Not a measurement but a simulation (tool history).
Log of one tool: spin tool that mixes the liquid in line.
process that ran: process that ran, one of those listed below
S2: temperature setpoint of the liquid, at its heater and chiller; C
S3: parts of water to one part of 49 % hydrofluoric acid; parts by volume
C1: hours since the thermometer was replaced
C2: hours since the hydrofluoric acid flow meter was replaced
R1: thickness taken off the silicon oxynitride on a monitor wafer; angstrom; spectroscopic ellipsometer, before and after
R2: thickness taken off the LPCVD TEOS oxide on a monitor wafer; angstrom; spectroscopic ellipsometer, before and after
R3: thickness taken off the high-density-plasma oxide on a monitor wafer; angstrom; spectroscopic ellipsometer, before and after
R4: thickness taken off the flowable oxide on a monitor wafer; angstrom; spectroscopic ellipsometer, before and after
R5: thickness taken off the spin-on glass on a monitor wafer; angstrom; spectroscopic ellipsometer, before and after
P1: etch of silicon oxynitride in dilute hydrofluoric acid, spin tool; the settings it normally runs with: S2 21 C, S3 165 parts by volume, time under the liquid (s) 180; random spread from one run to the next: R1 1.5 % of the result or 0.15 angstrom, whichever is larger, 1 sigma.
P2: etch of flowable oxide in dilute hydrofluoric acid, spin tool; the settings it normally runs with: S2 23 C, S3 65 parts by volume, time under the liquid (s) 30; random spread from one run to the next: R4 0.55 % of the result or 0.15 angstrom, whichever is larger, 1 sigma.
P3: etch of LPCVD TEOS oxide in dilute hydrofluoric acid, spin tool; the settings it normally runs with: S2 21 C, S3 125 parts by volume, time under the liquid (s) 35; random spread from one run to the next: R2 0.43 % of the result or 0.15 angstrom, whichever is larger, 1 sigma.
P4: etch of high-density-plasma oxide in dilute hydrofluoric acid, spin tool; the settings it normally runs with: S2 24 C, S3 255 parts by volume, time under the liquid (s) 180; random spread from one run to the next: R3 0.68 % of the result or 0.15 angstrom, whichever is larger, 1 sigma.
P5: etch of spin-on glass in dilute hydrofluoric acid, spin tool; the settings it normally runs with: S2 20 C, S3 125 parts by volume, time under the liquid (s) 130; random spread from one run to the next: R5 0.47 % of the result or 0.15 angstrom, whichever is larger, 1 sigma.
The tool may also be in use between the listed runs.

run 1 hour=5.2 | process_that_ran=P1 S2=21 S3=165 time_under_the_liquid_(s)=180 | C1=916.3 C2=1286.3 | R1=18.8840
run 2 hour=8.6 | process_that_ran=P3 S2=21 S3=125 time_under_the_liquid_(s)=15 | C1=919.7 C2=1289.7 | R2=48.415
run 3 hour=11.6 | process_that_ran=P4 S2=24 S3=45 time_under_the_liquid_(s)=180 | C1=922.7 C2=1292.7 | R3=276.200
run 4 hour=15.1 | process_that_ran=P4 S2=24 S3=255 time_under_the_liquid_(s)=300 | C1=926.2 C2=1296.2 | R3=64.179
run 5 hour=17.9 | process_that_ran=P3 S2=21 S3=125 time_under_the_liquid_(s)=35 | C1=929.0 C2=1299.0 | R2=113.360
run 6 hour=23.0 | process_that_ran=P2 S2=23 S3=65 time_under_the_liquid_(s)=30 | C1=934.1 C2=1304.1 | R4=131.87
run 7 hour=27.4 | process_that_ran=P1 S2=21 S3=235 time_under_the_liquid_(s)=180 | C1=938.5 C2=1308.5 | R1=12.4810
run 8 hour=33.0 | process_that_ran=P5 S2=20 S3=125 time_under_the_liquid_(s)=45 | C1=944.1 C2=1314.1 | R5=82.698
run 9 hour=37.5 | process_that_ran=P2 S2=23 S3=65 time_under_the_liquid_(s)=45 | C1=948.6 C2=1318.6 | R4=195.20
run 10 hour=43.5 | process_that_ran=P5 S2=20 S3=125 time_under_the_liquid_(s)=130 | C1=954.6 C2=1324.6 | R5=237.720
run 11 hour=46.7 | process_that_ran=P5 S2=20 S3=60 time_under_the_liquid_(s)=130 | C1=957.8 C2=1327.8 | R5=539.790
run 12 hour=49.5 | process_that_ran=P3 S2=27 S3=125 time_under_the_liquid_(s)=35 | C1=960.6 C2=1330.6 | R2=143.060
run 13 hour=55.0 | process_that_ran=P4 S2=24 S3=255 time_under_the_liquid_(s)=180 | C1=966.1 C2=1336.1 | R3=38.757
run 14 hour=57.8 | process_that_ran=P3 S2=21 S3=220 time_under_the_liquid_(s)=35 | C1=968.9 C2=1338.9 | R2=57.767
run 15 hour=62.1 | process_that_ran=P1 S2=21 S3=165 time_under_the_liquid_(s)=15 | C1=973.2 C2=1343.2 | R1=1.7464
run 16 hour=68.3 | process_that_ran=P2 S2=31 S3=65 time_under_the_liquid_(s)=30 | C1=979.4 C2=1349.4 | R4=180.67
run 17 hour=71.6 | process_that_ran=P1 S2=21 S3=165 time_under_the_liquid_(s)=310 | C1=982.7 C2=1352.7 | R1=32.3160
run 18 hour=76.8 | process_that_ran=P1 S2=17 S3=165 time_under_the_liquid_(s)=180 | C1=987.9 C2=1357.9 | R1=15.5470
run 19 hour=80.6 | process_that_ran=P1 S2=21 S3=165 time_under_the_liquid_(s)=180 | C1=991.7 C2=1361.7 | R1=19.2800
run 20 hour=85.2 | process_that_ran=P1 S2=21 S3=70 time_under_the_liquid_(s)=180 | C1=996.3 C2=1366.3 | R1=48.4040
-- hour=86.8 hydrofluoric acid flow meter replaced
run 21 hour=89.0 | process_that_ran=P1 S2=28 S3=165 time_under_the_liquid_(s)=180 | C1=1000.1 C2=2.2 | R1=25.5210
run 22 hour=95.1 | process_that_ran=P5 S2=26 S3=125 time_under_the_liquid_(s)=130 | C1=1006.2 C2=8.3 | R5=304.980

What will run 23 give?
run 23 hour=100.3 | process_that_ran=P2 S2=23 S3=35 time_under_the_liquid_(s)=30 | C1=1011.4 C2=13.5 | R4=?

{"run 23": {"R4": 254.46}}
